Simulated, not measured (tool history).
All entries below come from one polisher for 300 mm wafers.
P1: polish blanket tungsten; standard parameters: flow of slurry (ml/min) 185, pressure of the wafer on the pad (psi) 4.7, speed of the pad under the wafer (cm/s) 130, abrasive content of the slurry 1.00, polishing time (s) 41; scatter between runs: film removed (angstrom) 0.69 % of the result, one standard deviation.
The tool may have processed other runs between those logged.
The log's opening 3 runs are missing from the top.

| run | hour | flow of slurry (ml/min) | pressure of the wafer on the pad (psi) | speed of the pad under the wafer (cm/s) | abrasive content of the slurry | polishing time (s) | wafers polished on this pad | hours since the slurry nozzle was cleaned | hours since the head pressure was calibrated | hours since the slurry blender was calibrated | hours since the slurry got fresh peroxide | film removed (angstrom) |
|---|---|---|---|---|---|---|---|---|---|---|---|---|
| 4 | 12.5 | 185 | 4.7 | 130 | 1.30 | 41 | 626 | 428.3 | 376.9 | 104.8 | 74.7 | 2825.2 |
| 5 | 15.6 | 185 | 4.7 | 130 | 1.00 | 41 | 649 | 431.4 | 380.0 | 107.9 | 77.8 | 2620.6 |
| 6 | 19.2 | 110 | 4.7 | 86 | 1.00 | 41 | 675 | 435.0 | 383.6 | 111.5 | 81.4 | 1588.9 |
| 7 | 21.2 | 185 | 6.1 | 130 | 1.00 | 41 | 690 | 437.0 | 385.6 | 113.5 | 83.4 | 3414.7 |
| 8 | 23.3 | 185 | 4.7 | 130 | 0.55 | 41 | 705 | 439.1 | 387.7 | 115.6 | 85.5 | 2329.8 |
| 9 | 25.3 | 185 | 4.7 | 76 | 1.00 | 41 | 720 | 441.1 | 389.7 | 117.6 | 87.5 | 1523.1 |
| 10 | 29.5 | 185 | 3.4 | 130 | 1.00 | 41 | 751 | 445.3 | 393.9 | 121.8 | 91.7 | 1886.9 |
| 11 | 32.0 | 280 | 4.7 | 130 | 1.00 | 41 | 769 | 447.8 | 396.4 | 124.3 | 94.2 | 2755.0 |
| 12 | 36.2 | 185 | 4.7 | 130 | 1.00 | 41 | 800 | 452.0 | 400.6 | 128.5 | 98.4 | 2647.0 |
| 13 | 39.2 | 185 | 4.7 | 194 | 1.00 | 41 | 823 | 455.0 | 403.6 | 131.5 | 101.4 | 3933.4 |
|  | 41.2 | worn pad replaced by a new one |
| 14 | 41.7 | 115 | 4.7 | 130 | 1.00 | 41 | 3 | 457.5 | 406.1 | 134.0 | 103.9 | 2412.5 |
| 15 | 45.7 | 185 | 4.7 | 130 | 1.00 | 18 | 33 | 461.5 | 410.1 | 138.0 | 107.9 | 1158.2 |

For run 16, what comes out?
| 16 | 48.1 | 185 | 4.7 | 130 | 1.00 | 41 | 51 | 463.9 | 412.5 | 140.4 | 110.3 | ? |

Run 16 yielded film removed (angstrom) 2646.4.
